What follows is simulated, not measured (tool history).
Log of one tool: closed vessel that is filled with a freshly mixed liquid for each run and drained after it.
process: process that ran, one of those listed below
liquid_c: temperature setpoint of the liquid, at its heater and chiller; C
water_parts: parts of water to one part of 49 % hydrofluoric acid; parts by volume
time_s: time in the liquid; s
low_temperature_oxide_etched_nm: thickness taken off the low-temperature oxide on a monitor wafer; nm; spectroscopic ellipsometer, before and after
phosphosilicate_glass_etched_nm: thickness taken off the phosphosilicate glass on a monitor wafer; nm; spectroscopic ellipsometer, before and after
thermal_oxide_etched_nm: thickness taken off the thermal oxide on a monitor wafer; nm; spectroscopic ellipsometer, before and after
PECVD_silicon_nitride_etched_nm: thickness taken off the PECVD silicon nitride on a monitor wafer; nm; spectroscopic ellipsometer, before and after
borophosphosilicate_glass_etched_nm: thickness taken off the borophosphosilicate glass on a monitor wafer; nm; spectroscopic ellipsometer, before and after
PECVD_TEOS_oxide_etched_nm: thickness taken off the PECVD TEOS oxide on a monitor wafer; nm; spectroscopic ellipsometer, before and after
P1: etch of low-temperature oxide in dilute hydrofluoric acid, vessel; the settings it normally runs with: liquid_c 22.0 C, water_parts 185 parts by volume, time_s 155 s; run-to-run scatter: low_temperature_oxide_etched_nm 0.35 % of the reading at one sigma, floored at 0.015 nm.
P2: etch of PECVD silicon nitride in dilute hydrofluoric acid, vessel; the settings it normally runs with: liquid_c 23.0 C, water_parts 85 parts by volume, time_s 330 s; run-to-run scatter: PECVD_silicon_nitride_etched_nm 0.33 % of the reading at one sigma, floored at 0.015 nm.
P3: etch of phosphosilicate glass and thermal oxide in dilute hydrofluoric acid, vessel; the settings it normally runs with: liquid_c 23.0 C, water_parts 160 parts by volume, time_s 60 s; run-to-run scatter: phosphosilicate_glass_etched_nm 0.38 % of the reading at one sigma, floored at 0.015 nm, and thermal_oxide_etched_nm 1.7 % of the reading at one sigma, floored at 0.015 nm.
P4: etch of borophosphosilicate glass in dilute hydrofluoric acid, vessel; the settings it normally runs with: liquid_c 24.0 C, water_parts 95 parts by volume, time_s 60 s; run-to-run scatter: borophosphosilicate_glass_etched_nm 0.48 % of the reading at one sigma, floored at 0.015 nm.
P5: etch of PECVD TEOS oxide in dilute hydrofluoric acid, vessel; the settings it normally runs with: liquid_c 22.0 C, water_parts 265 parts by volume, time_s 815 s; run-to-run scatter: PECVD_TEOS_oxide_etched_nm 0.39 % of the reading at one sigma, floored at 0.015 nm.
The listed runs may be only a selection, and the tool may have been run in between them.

| run | day | process | liquid_c | water_parts | time_s | hours since the thermometer was replaced | hours since the hydrofluoric acid flow meter was replaced | low_temperature_oxide_etched_nm | phosphosilicate_glass_etched_nm | thermal_oxide_etched_nm | PECVD_silicon_nitride_etched_nm | borophosphosilicate_glass_etched_nm | PECVD_TEOS_oxide_etched_nm |
|---|---|---|---|---|---|---|---|---|---|---|---|---|---|
| 1 | 0.471 | P1 | 22.0 | 185 | 155 | 593.1 | 1156.5 | 14.2250 |  |  |  |  |  |
| 2 | 0.738 | P1 | 17.0 | 185 | 240 | 599.5 | 1162.9 | 17.9540 |  |  |  |  |  |
| 3 | 1.008 | P1 | 30.0 | 185 | 155 | 606.0 | 1169.4 | 18.9170 |  |  |  |  |  |
| 4 | 1.350 | P3 | 23.0 | 160 | 60 | 614.2 | 1177.6 |  | 23.987 | 1.59970 |  |  |  |
| 5 | 1.717 | P2 | 23.0 | 85 | 330 | 623.0 | 1186.4 |  |  |  | 8.8227 |  |  |
| 6 | 2.100 | P3 | 23.0 | 260 | 60 | 632.2 | 1195.6 |  | 13.320 | 0.90917 |  |  |  |
| 7 | 2.583 | P1 | 22.0 | 185 | 155 | 643.8 | 1207.2 | 14.1340 |  |  |  |  |  |
| 8 | 2.992 | P3 | 23.0 | 160 | 35 | 653.6 | 1217.0 |  | 14.065 | 0.93006 |  |  |  |
| 9 | 3.208 | P4 | 24.0 | 30 | 60 | 658.8 | 1222.2 |  |  |  |  | 64.759 |  |
| 10 | 3.442 | P4 | 24.0 | 95 | 110 | 664.4 | 1227.8 |  |  |  |  | 34.372 |  |
| 11 | 3.858 | P5 | 22.0 | 265 | 815 | 674.4 | 1237.8 |  |  |  |  |  | 20.065 |
| 12 | 4.329 | P5 | 29.0 | 265 | 815 | 685.7 | 1249.1 |  |  |  |  |  | 25.675 |
| 13 | 4.742 | P1 | 22.0 | 185 | 155 | 695.6 | 1259.0 | 14.1820 |  |  |  |  |  |
| 14 | 5.017 | P1 | 18.0 | 185 | 155 | 702.2 | 1265.6 | 12.0870 |  |  |  |  |  |
| 15 | 5.400 | P4 | 24.0 | 95 | 60 | 711.4 | 1274.8 |  |  |  |  | 18.747 |  |
| 16 | 5.833 | P2 | 23.0 | 85 | 625 | 721.8 | 1285.2 |  |  |  | 16.9130 |  |  |
| 17 | 6.304 | P1 | 22.0 | 185 | 155 | 733.1 | 1296.5 | 14.1030 |  |  |  |  |  |
| 18 | 6.621 | P1 | 22.0 | 185 | 80 | 740.7 | 1304.1 | 7.3429 |  |  |  |  |  |
| 19 | 7.038 | P3 | 23.0 | 160 | 60 | 750.7 | 1314.1 |  | 24.110 | 1.58430 |  |  |  |
| 20 | 7.388 | P1 | 22.0 | 335 | 155 | 759.1 | 1322.5 | 6.7429 |  |  |  |  |  |
| 21 | 7.779 | P1 | 22.0 | 105 | 155 | 768.5 | 1331.9 | 27.2440 |  |  |  |  |  |
| 22 | 8.192 | P5 | 22.0 | 85 | 815 | 778.4 | 1341.8 |  |  |  |  |  | 75.833 |
| 23 | 8.675 | P1 | 22.0 | 185 | 285 | 790.0 | 1353.4 | 25.9420 |  |  |  |  |  |
| 24 | 8.992 | P2 | 29.0 | 85 | 330 | 797.6 | 1361.0 |  |  |  | 13.1800 |  |  |
| 25 | 9.217 | P1 | 28.5 | 320 | 155 | 803.0 | 1366.4 | 8.9243 |  |  |  |  |  |
| 26 | 9.533 | P2 | 23.0 | 115 | 330 | 810.6 | 1374.0 |  |  |  | 6.6507 |  |  |
| 27 | 10.012 | P4 | 18.0 | 95 | 60 | 822.1 | 1385.5 |  |  |  |  | 14.654 |  |
| 28 | 10.412 | P1 | 22.0 | 185 | 155 | 831.7 | 1395.1 | 14.0940 |  |  |  |  |  |
| 29 | 10.762 | P4 | 24.0 | 95 | 60 | 840.1 | 1403.5 |  |  |  |  | 18.659 |  |
| 30 | 11.008 | P5 | 22.0 | 265 | 425 | 846.0 | 1409.4 |  |  |  |  |  | 10.495 |
| 31 | 11.262 | P1 | 22.0 | 185 | 155 | 852.1 | 1415.5 | 14.1860 |  |  |  |  |  |
| 32 | 11.671 | P5 | 22.0 | 265 | 815 | 861.9 | 1425.3 |  |  |  |  |  | 20.127 |
| 33 | 12.012 | P1 | 26.0 | 185 | 30 | 870.1 | 1433.5 | 3.1549 |  |  |  |  |  |
| 34 | 12.333 | P3 | 31.0 | 160 | 60 | 877.8 | 1441.2 |  | 32.246 | 2.16100 |  |  |  |

Run 35, settings as shown, results not yet in. Your forecast:
| 35 | 12.642 | P1 | 22.0 | 185 | 155 | 885.2 | 1448.6 | ? |  |  |  |  |  |

Run 35 gave low_temperature_oxide_etched_nm 14.1920 nm.
